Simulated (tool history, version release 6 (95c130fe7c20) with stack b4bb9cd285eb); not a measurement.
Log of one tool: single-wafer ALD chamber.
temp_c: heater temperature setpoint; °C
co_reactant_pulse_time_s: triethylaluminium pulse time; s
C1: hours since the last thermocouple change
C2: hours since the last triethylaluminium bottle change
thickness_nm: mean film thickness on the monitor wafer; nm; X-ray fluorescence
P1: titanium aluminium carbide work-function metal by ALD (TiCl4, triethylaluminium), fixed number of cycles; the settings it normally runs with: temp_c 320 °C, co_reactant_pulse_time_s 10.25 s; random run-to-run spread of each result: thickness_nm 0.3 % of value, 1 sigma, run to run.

run 1 hour=5.5 | temp_c=320 co_reactant_pulse_time_s=10.25 | C1=417.8 C2=253.2 | thickness_nm=2.1569
run 2 hour=10.7 | temp_c=298 co_reactant_pulse_time_s=10.25 | C1=423 C2=258.4 | thickness_nm=1.9699
run 3 hour=19 | temp_c=320 co_reactant_pulse_time_s=10.25 | C1=431.3 C2=266.7 | thickness_nm=2.1474
run 4 hour=25.5 | temp_c=320 co_reactant_pulse_time_s=10.25 | C1=437.8 C2=273.2 | thickness_nm=2.1562
run 5 hour=29.8 | temp_c=320 co_reactant_pulse_time_s=10.25 | C1=442.1 C2=277.5 | thickness_nm=2.1557
run 6 hour=38.3 | temp_c=344 co_reactant_pulse_time_s=10.25 | C1=450.6 C2=286 | thickness_nm=2.3562
run 7 hour=43 | temp_c=320 co_reactant_pulse_time_s=10.25 | C1=455.3 C2=290.7 | thickness_nm=2.1396
run 8 hour=48.8 | temp_c=320 co_reactant_pulse_time_s=3.42 | C1=461.1 C2=296.5 | thickness_nm=1.5337
run 9 hour=56.4 | temp_c=320 co_reactant_pulse_time_s=15.35 | C1=468.7 C2=304.1 | thickness_nm=2.205
-- hour=59.1 triethylaluminium bottle replaced
run 10 hour=65.1 | temp_c=320 co_reactant_pulse_time_s=10.25 | C1=477.4 C2=6.1 | thickness_nm=2.1508
run 11 hour=73.3 | temp_c=310 co_reactant_pulse_time_s=14.35 | C1=485.6 C2=14.3 | thickness_nm=2.1017
run 12 hour=81.7 | temp_c=320 co_reactant_pulse_time_s=10.25 | C1=494 C2=22.7 | thickness_nm=2.1547
run 13 hour=90.4 | temp_c=320 co_reactant_pulse_time_s=10.25 | C1=502.7 C2=31.4 | thickness_nm=2.1492
run 14 hour=97.5 | temp_c=320 co_reactant_pulse_time_s=10.25 | C1=509.8 C2=38.5 | thickness_nm=2.1359
run 15 hour=103.3 | temp_c=320 co_reactant_pulse_time_s=10.25 | C1=515.6 C2=44.3 | thickness_nm=2.1423
run 16 hour=107.9 | temp_c=320 co_reactant_pulse_time_s=10.25 | C1=520.2 C2=48.9 | thickness_nm=2.1339
run 17 hour=114.1 | temp_c=320 co_reactant_pulse_time_s=10.25 | C1=526.4 C2=55.1 | thickness_nm=2.1317
run 18 hour=118.6 | temp_c=320 co_reactant_pulse_time_s=10.25 | C1=530.9 C2=59.6 | thickness_nm=2.1275
run 19 hour=123.2 | temp_c=320 co_reactant_pulse_time_s=10.25 | C1=535.5 C2=64.2 | thickness_nm=2.1158
run 20 hour=129.4 | temp_c=320 co_reactant_pulse_time_s=10.25 | C1=541.7 C2=70.4 | thickness_nm=2.106
run 21 hour=136.1 | temp_c=320 co_reactant_pulse_time_s=10.25 | C1=548.4 C2=77.1 | thickness_nm=2.1175
run 22 hour=143.4 | temp_c=320 co_reactant_pulse_time_s=10.25 | C1=555.7 C2=84.4 | thickness_nm=2.1278
run 23 hour=151.2 | temp_c=320 co_reactant_pulse_time_s=10.25 | C1=563.5 C2=92.2 | thickness_nm=2.1216
run 24 hour=158.6 | temp_c=320 co_reactant_pulse_time_s=10.25 | C1=570.9 C2=99.6 | thickness_nm=2.1212

What P1 gives has crept off from where it sat before. The 2 causes that follow fit the log equally well, each at the size noted:
A: triethylaluminium dose below that of a fresh bottle (%) = 13.2
B: wafer temperature below the value expected at the setpoint (K) = 4.42
The gradual shift began around hour 90.4.

Which of the 4 check runs listed below separates the causes, so that each cause would produce a clearly different result? Each run uses one wafer, and its results are marked with question marks.
run check 1 hour=166 | temp_c=344 co_reactant_pulse_time_s=10.25 | thickness_nm=?
run check 2 hour=166 | temp_c=335 co_reactant_pulse_time_s=4.23 | thickness_nm=?
run check 3 hour=166 | temp_c=302 co_reactant_pulse_time_s=10.25 | thickness_nm=?
run check 4 hour=166 | temp_c=331 co_reactant_pulse_time_s=10.25 | thickness_nm=?

Check results expected under each cause:
check=check_1 result=thickness_nm if_A=2.3226 if_B=2.3257
check=check_2 result=thickness_nm if_A=1.6903 if_B=1.7757
check=check_3 result=thickness_nm if_A=1.9617 if_B=1.9593
check=check_4 result=thickness_nm if_A=2.2098 if_B=2.2112
Separation of the two closest causes in each check, using whichever result separates them best: check 1 0.13 %; check 2 4.93 %; check 3 0.12 %; check 4 0.06 %
Check 2 tells the causes apart: in the others they would give nearly the same result.

Check 2 has now been run. It gave: thickness_nm 1.7802 nm. Which of the candidate causes is it?

The cause is B: wafer temperature below the value expected at the setpoint (K).

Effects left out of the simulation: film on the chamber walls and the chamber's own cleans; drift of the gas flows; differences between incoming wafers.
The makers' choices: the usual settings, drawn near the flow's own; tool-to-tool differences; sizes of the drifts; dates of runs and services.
